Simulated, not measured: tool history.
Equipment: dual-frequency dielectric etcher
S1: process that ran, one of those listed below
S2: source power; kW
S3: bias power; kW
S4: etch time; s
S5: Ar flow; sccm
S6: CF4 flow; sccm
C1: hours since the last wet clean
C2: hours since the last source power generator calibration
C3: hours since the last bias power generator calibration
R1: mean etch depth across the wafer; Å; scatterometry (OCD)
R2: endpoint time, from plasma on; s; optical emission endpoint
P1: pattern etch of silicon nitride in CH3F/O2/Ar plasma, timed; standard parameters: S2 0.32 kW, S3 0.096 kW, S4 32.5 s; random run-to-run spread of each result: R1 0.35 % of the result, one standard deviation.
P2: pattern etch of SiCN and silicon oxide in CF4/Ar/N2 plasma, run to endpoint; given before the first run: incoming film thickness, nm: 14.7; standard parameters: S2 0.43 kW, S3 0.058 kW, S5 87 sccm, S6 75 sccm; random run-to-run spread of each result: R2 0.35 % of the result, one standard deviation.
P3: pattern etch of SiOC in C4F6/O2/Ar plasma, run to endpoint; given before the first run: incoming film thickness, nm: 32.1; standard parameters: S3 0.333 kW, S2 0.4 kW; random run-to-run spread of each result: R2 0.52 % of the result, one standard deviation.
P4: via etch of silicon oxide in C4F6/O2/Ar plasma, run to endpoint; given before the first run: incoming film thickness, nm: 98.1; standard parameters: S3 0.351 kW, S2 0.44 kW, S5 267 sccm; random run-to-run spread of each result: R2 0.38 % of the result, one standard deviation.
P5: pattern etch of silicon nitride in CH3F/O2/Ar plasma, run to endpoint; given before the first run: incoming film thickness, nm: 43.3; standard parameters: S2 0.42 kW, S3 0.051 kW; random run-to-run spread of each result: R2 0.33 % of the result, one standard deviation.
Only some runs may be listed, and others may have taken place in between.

run     day  S1    S2     S3    S4   S5  S6     C1      C2     C3      R1      R2
  1   0.275  P1  0.32  0.096  32.5           250.5  2620.3  655.4  224.14
  2   0.588  P4  0.44  0.477        267        258  2627.8  662.9            21.7
  3   0.842  P3   0.4  0.333                 264.1  2633.9    669          12.826
  4   1.117  P1  0.32  0.136  32.5           270.7  2640.5  675.6  256.16
  5    1.45  P1  0.32  0.062  32.5           278.7  2648.5  683.6  193.97
  6   1.646  P1  0.32  0.096  32.5           283.4  2653.2  688.3  225.38
  7   1.992  P2  0.43  0.044         87  75  291.7  2661.5  696.6           20.37
  8   2.204  P4  0.44  0.351        267      296.8  2666.6  701.7          24.434
  9   2.525  P5  0.42  0.069                 304.5  2674.3  709.4          63.426
 10    2.75  P1  0.32  0.096    46           309.9  2679.7  714.8  317.62
      2.992  -- wet clean of the chamber
 11    3.15  P2  0.43  0.058         87  99    3.8  2689.3  724.4          17.997
 12    3.35  P3  0.57  0.333                   8.6  2694.1  729.2          11.381
 13   3.575  P4  0.44  0.351        198         14  2699.5  734.6           23.46
 14   3.933  P2  0.43  0.058         87  75   22.6  2708.1  743.2           18.79
 15   4.246  P5  0.42  0.051                  30.1  2715.6  750.7           70.25
 16   4.438  P1  0.38  0.096  32.5            34.7  2720.2  755.3  238.97
 17   4.675  P1  0.32  0.061  45.5            40.4  2725.9    761  268.69
 18   5.021  P1  0.32  0.096  32.5            48.7  2734.2  769.3  225.27
 19   5.292  P1  0.22  0.096  32.5            55.2  2740.7  775.8   194.9
 20   5.683  P2  0.43  0.058        123  75   64.6  2750.1  785.2          19.955
 21   5.954  P2   0.3  0.058         87  75   71.1  2756.6  791.7          25.844
 22   6.308  P4  0.57  0.351        267       79.6  2765.1  800.2           22.05
 23   6.608  P1  0.32  0.096  32.5            86.8  2772.3  807.4  225.39
 24   6.975  P1  0.32  0.096  32.5            95.6  2781.1  816.2  224.38
 25   7.279  P4  0.44  0.351        267      102.9  2788.4  823.5          24.307
 26   7.596  P3   0.4  0.468                 110.5    2796  831.1          11.419
 27   7.992  P1  0.32  0.096  32.5             120  2805.5  840.6  225.48
 28   8.396  P1  0.32  0.096    18           129.7  2815.2  850.3  123.98
 29   8.662  P2  0.43  0.058         87  75  136.1  2821.6  856.7          18.764
 30    8.85  P5  0.58  0.051                 140.6  2826.1  861.2          61.938
 31   9.042  P1  0.32  0.096  32.5           145.2  2830.7  865.8  224.22
 32   9.375  P1  0.32  0.096  32.5           153.2  2838.7  873.8  225.34
 33   9.733  P1  0.32  0.096  32.5           161.8  2847.3  882.4  223.43
 34  10.142  P1  0.32  0.096  32.5           171.6  2857.1  892.2  222.52
 35  10.471  P1  0.32  0.096  32.5           179.5    2865  900.1   223.1
 36  10.667  P1  0.32  0.096  32.5           184.2  2869.7  904.8  221.54
 37  10.983  P1  0.32  0.096  32.5           191.8  2877.3  912.4  221.55
 38  11.267  P1  0.32  0.096  32.5           198.6  2884.1  919.2  222.04
     11.312  -- wet clean of the chamber
 39  11.567  P1  0.32  0.096  32.5             6.1  2891.3  926.4  220.62
 40  11.767  P1  0.32  0.096  32.5            10.9  2896.1  931.2  220.78
 41  12.179  P1  0.32  0.096  32.5            20.8    2906  941.1  221.35

P1 no longer gives what it gave before; its output has crept away from where it was. The following 2 causes, each at its listed size, fit the log equally well:
A: bias power that arrives under what is set, % = 4.84
B: source power that arrives under what is set, % = 4.8
Onset of the creep was near day 9.375.
All other causes, with the reason each is excluded:
chamber walls in a state that lowers the etch rate, %: serviced at day 11.312, which brought nothing back

Question marks stand in for the results of the 4 check runs listed below, each run on one wafer. Under which run would the listed causes show clearly different results?
check 1  12.592  P5  0.56  0.051                                ?
check 2  12.592  P4   0.5  0.463      267                       ?
check 3  12.592  P3   0.4  0.433                                ?
check 4  12.592  P2  0.43  0.058      122  75                   ?

How each check would come out, cause by cause:
  check  result    if A    if B
check 1      R2  63.695  63.969
check 2      R2  21.383  21.387
check 3      R2  11.956  11.958
check 4      R2  20.141  20.698
Separation of the two closest causes in each check, using whichever result separates them best: check 1 0.43 %; check 2 0.02 %; check 3 0.02 %; check 4 2.73 %
Only in check 4 would the causes give clearly different results; in the remaining checks their results would be nearly the same.

Check 4 has now been run. It gave: R2 20.793 s. Which of the candidate causes is it?

The cause is B: source power that arrives under what is set, %.
